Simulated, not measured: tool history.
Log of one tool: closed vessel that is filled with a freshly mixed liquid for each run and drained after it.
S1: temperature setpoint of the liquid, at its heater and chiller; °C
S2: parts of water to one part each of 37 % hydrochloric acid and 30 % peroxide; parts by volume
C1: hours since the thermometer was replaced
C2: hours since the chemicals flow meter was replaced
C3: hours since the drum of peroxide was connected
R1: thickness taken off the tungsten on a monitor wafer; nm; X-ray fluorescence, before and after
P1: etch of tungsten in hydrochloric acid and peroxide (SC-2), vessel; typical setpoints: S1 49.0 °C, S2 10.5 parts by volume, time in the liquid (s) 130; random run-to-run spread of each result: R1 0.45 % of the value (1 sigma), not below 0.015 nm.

Run 1, day 0.379: S1 49.0 °C, S2 10.5 parts by volume, time in the liquid (s) 130; C1 1835.2; C2 595.9; C3 293.4. Result: R1 30.8220 nm.
Run 2, day 0.883: S1 49.0 °C, S2 10.5 parts by volume, time in the liquid (s) 130; C1 1847.3; C2 608.0; C3 305.5. Result: R1 30.6100 nm.
Run 3, day 1.421: S1 49.0 °C, S2 17.5 parts by volume, time in the liquid (s) 130; C1 1860.2; C2 620.9; C3 318.4. Result: R1 19.7750 nm.
Run 4, day 1.742: S1 40.5 °C, S2 10.5 parts by volume, time in the liquid (s) 130; C1 1867.9; C2 628.6; C3 326.1. Result: R1 17.0590 nm.
Run 5, day 2.058: S1 60.5 °C, S2 10.5 parts by volume, time in the liquid (s) 75; C1 1875.5; C2 636.2; C3 333.7. Result: R1 37.3540 nm.
Run 6, day 2.333: S1 49.0 °C, S2 10.5 parts by volume, time in the liquid (s) 30; C1 1882.1; C2 642.8; C3 340.3. Result: R1 7.0815 nm.
Run 7, day 2.788: S1 49.0 °C, S2 10.5 parts by volume, time in the liquid (s) 130; C1 1893.0; C2 653.7; C3 351.2. Result: R1 30.6820 nm.
Run 8, day 3.208: S1 49.0 °C, S2 4.0 parts by volume, time in the liquid (s) 130; C1 1903.1; C2 663.8; C3 361.3. Result: R1 64.0520 nm.
Run 9, day 3.550: S1 64.0 °C, S2 10.5 parts by volume, time in the liquid (s) 130; C1 1911.3; C2 672.0; C3 369.5. Result: R1 80.6590 nm.
Run 10, day 3.954: S1 49.0 °C, S2 10.5 parts by volume, time in the liquid (s) 240; C1 1921.0; C2 681.7; C3 379.2. Result: R1 56.3610 nm.
Run 11, day 4.367: S1 49.0 °C, S2 10.5 parts by volume, time in the liquid (s) 130; C1 1930.9; C2 691.6; C3 389.1. Result: R1 30.3830 nm.
Run 12, day 4.896: S1 49.0 °C, S2 10.5 parts by volume, time in the liquid (s) 130; C1 1943.6; C2 704.3; C3 401.8. Result: R1 30.9310 nm.
Run 13, day 5.433: S1 49.0 °C, S2 10.5 parts by volume, time in the liquid (s) 130; C1 1956.5; C2 717.2; C3 414.7. Result: R1 30.5680 nm.
Run 14, day 5.796: S1 49.0 °C, S2 10.5 parts by volume, time in the liquid (s) 130; C1 1965.2; C2 725.9; C3 423.4. Result: R1 31.3330 nm.
Run 15, day 6.129: S1 49.0 °C, S2 10.5 parts by volume, time in the liquid (s) 130; C1 1973.2; C2 733.9; C3 431.4. Result: R1 32.2520 nm.
Run 16, day 6.642: S1 49.0 °C, S2 10.5 parts by volume, time in the liquid (s) 130; C1 1985.5; C2 746.2; C3 443.7. Result: R1 32.5100 nm.
Run 17, day 7.162: S1 49.0 °C, S2 10.5 parts by volume, time in the liquid (s) 130; C1 1998.0; C2 758.7; C3 456.2. Result: R1 32.6800 nm.
Run 18, day 7.467: S1 49.0 °C, S2 10.5 parts by volume, time in the liquid (s) 130; C1 2005.3; C2 766.0; C3 463.5. Result: R1 32.7090 nm.
Run 19, day 7.879: S1 49.0 °C, S2 10.5 parts by volume, time in the liquid (s) 130; C1 2015.2; C2 775.9; C3 473.4. Result: R1 33.2650 nm.
Run 20, day 8.225: S1 49.0 °C, S2 10.5 parts by volume, time in the liquid (s) 130; C1 2023.5; C2 784.2; C3 481.7. Result: R1 33.1870 nm.
Run 21, day 8.554: S1 49.0 °C, S2 10.5 parts by volume, time in the liquid (s) 130; C1 2031.4; C2 792.1; C3 489.6. Result: R1 33.2780 nm.
Run 22, day 8.888: S1 49.0 °C, S2 10.5 parts by volume, time in the liquid (s) 130; C1 2039.4; C2 800.1; C3 497.6. Result: R1 33.1360 nm.
Run 23, day 9.400: S1 49.0 °C, S2 10.5 parts by volume, time in the liquid (s) 130; C1 2051.7; C2 812.4; C3 509.9. Result: R1 33.1890 nm.
Run 24, day 9.708: S1 49.0 °C, S2 10.5 parts by volume, time in the liquid (s) 130; C1 2059.1; C2 819.8; C3 517.3. Result: R1 33.2840 nm.

Something has made what P1 gives creep away from where it was; the 2 causes below, each at its own stated size, fit the log equally well:
A: liquid hotter than its thermometer reads (K) = 1.18
B: chemicals flow above the setpoint (%) = 9.9
The gradual shift began around day 5.433.
Each remaining cause and why it is not a fit:
peroxide weaker than its label (%): at most 8, which would move R1 by -7.4 %: too little, or the wrong way

Which of the 4 check runs listed below, each an average over 3 wafers with its results shown as question marks, gives clearly different results under the different listed causes?
Run check 1, day 10.017: S1 49.0 °C, S2 16.5 parts by volume, time in the liquid (s) 130. Result: R1 ?.
Run check 2, day 10.017: S1 43.0 °C, S2 10.5 parts by volume, time in the liquid (s) 130. Result: R1 ?.
Run check 3, day 10.017: S1 63.0 °C, S2 10.5 parts by volume, time in the liquid (s) 130. Result: R1 ?.
Run check 4, day 10.017: S1 40.5 °C, S2 4.0 parts by volume, time in the liquid (s) 130. Result: R1 ?.

What every check run would give for each of its results, assuming each possible cause in turn:
  check  result     if A     if B
check 1      R1  22.4510  22.5610
check 2      R1  22.1140  22.0440
check 3      R1  81.2170  81.7250
check 4      R1  38.7050  37.8880
Gap, in per cent, between the two causes that each check separates least, read from the result that separates them most: check 1 0.49 %; check 2 0.32 %; check 3 0.62 %; check 4 2.13 %
The causes can be told apart only by check 4. The other checks would give nearly the same results under each of them.

Here is what check 4 returned: R1 37.8800 nm. Which cause is it?

It was cause B: chemicals flow above the setpoint (%).

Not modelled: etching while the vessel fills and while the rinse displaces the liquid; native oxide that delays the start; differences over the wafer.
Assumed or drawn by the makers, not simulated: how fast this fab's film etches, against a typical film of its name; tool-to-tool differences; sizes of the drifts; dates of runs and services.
